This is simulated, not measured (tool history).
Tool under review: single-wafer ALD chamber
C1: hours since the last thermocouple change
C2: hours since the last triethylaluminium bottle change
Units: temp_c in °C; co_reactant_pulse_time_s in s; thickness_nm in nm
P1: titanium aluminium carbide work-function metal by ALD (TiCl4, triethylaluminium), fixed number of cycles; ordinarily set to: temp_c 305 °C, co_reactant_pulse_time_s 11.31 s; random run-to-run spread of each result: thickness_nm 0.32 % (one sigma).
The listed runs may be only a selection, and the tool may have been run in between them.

run 1 day=0.408 | temp_c=305 co_reactant_pulse_time_s=11.31 | C1=1257.3 C2=447.7 | thickness_nm=2.0767
run 2 day=0.825 | temp_c=305 co_reactant_pulse_time_s=11.31 | C1=1267.3 C2=457.7 | thickness_nm=2.0589
-- day=0.942 triethylaluminium bottle replaced
run 3 day=1.212 | temp_c=305 co_reactant_pulse_time_s=5.27 | C1=1276.6 C2=6.6 | thickness_nm=1.7559
run 4 day=1.446 | temp_c=305 co_reactant_pulse_time_s=11.31 | C1=1282.2 C2=12.2 | thickness_nm=2.0638
run 5 day=1.704 | temp_c=305 co_reactant_pulse_time_s=11.31 | C1=1288.4 C2=18.4 | thickness_nm=2.0618
run 6 day=2.025 | temp_c=305 co_reactant_pulse_time_s=11.31 | C1=1296.1 C2=26.1 | thickness_nm=2.0719
run 7 day=2.446 | temp_c=320 co_reactant_pulse_time_s=15.62 | C1=1306.2 C2=36.2 | thickness_nm=2.2318
run 8 day=2.746 | temp_c=328 co_reactant_pulse_time_s=11.31 | C1=1313.4 C2=43.4 | thickness_nm=2.2703
-- day=2.933 thermocouple changed; heater temperature recalibrated
run 9 day=3.071 | temp_c=280 co_reactant_pulse_time_s=11.31 | C1=3.3 C2=51.2 | thickness_nm=1.8526
run 10 day=3.375 | temp_c=305 co_reactant_pulse_time_s=11.31 | C1=10.6 C2=58.5 | thickness_nm=2.0658
run 11 day=3.771 | temp_c=305 co_reactant_pulse_time_s=14.59 | C1=20.1 C2=68.0 | thickness_nm=2.0828
run 12 day=3.962 | temp_c=305 co_reactant_pulse_time_s=11.31 | C1=24.7 C2=72.6 | thickness_nm=2.0630
run 13 day=4.329 | temp_c=305 co_reactant_pulse_time_s=11.31 | C1=33.5 C2=81.4 | thickness_nm=2.0524
run 14 day=4.596 | temp_c=305 co_reactant_pulse_time_s=11.31 | C1=39.9 C2=87.8 | thickness_nm=2.0427
run 15 day=4.888 | temp_c=305 co_reactant_pulse_time_s=11.31 | C1=46.9 C2=94.8 | thickness_nm=2.0236
run 16 day=5.304 | temp_c=305 co_reactant_pulse_time_s=11.31 | C1=56.9 C2=104.8 | thickness_nm=2.0301
run 17 day=5.646 | temp_c=305 co_reactant_pulse_time_s=11.31 | C1=65.1 C2=113.0 | thickness_nm=2.0201
run 18 day=6.008 | temp_c=305 co_reactant_pulse_time_s=11.31 | C1=73.8 C2=121.7 | thickness_nm=2.0142
run 19 day=6.342 | temp_c=305 co_reactant_pulse_time_s=11.31 | C1=81.8 C2=129.7 | thickness_nm=2.0254
run 20 day=6.721 | temp_c=305 co_reactant_pulse_time_s=11.31 | C1=90.9 C2=138.8 | thickness_nm=2.0217
run 21 day=6.950 | temp_c=305 co_reactant_pulse_time_s=11.31 | C1=96.4 C2=144.3 | thickness_nm=2.0243

What P1 gives has crept away from where it was. These 2 causes fit the log equally well, each at the size given:
A: triethylaluminium dose below that of a fresh bottle (%) = 17.5
B: wafer temperature below the value expected at the setpoint (K) = 4.75
The onset of the drift is placed at about day 3.962.

Question marks stand in for the results of the 4 check runs listed below, each run on one wafer. Under which run would the listed causes show clearly different results?
run check 1 day=7.179 | temp_c=324 co_reactant_pulse_time_s=11.31 | thickness_nm=?
run check 2 day=7.179 | temp_c=319 co_reactant_pulse_time_s=11.31 | thickness_nm=?
run check 3 day=7.179 | temp_c=288 co_reactant_pulse_time_s=11.31 | thickness_nm=?
run check 4 day=7.179 | temp_c=315 co_reactant_pulse_time_s=5.69 | thickness_nm=?

Outcome of each check run for each possible cause:
check=check_1 result=thickness_nm if_A=2.1904 if_B=2.1932
check=check_2 result=thickness_nm if_A=2.1466 if_B=2.1486
check=check_3 result=thickness_nm if_A=1.8790 if_B=1.8766
check=check_4 result=thickness_nm if_A=1.7639 if_B=1.8536
Per-check spread between the two closest causes, in the result where they differ most: check 1 0.13 %; check 2 0.09 %; check 3 0.13 %; check 4 4.96 %
Only in check 4 would the causes give clearly different results; in the remaining checks their results would be nearly the same.

Then check 4 was run and gave: thickness_nm 1.8474 nm. Which cause is it?

It is B: wafer temperature below the value expected at the setpoint (K).

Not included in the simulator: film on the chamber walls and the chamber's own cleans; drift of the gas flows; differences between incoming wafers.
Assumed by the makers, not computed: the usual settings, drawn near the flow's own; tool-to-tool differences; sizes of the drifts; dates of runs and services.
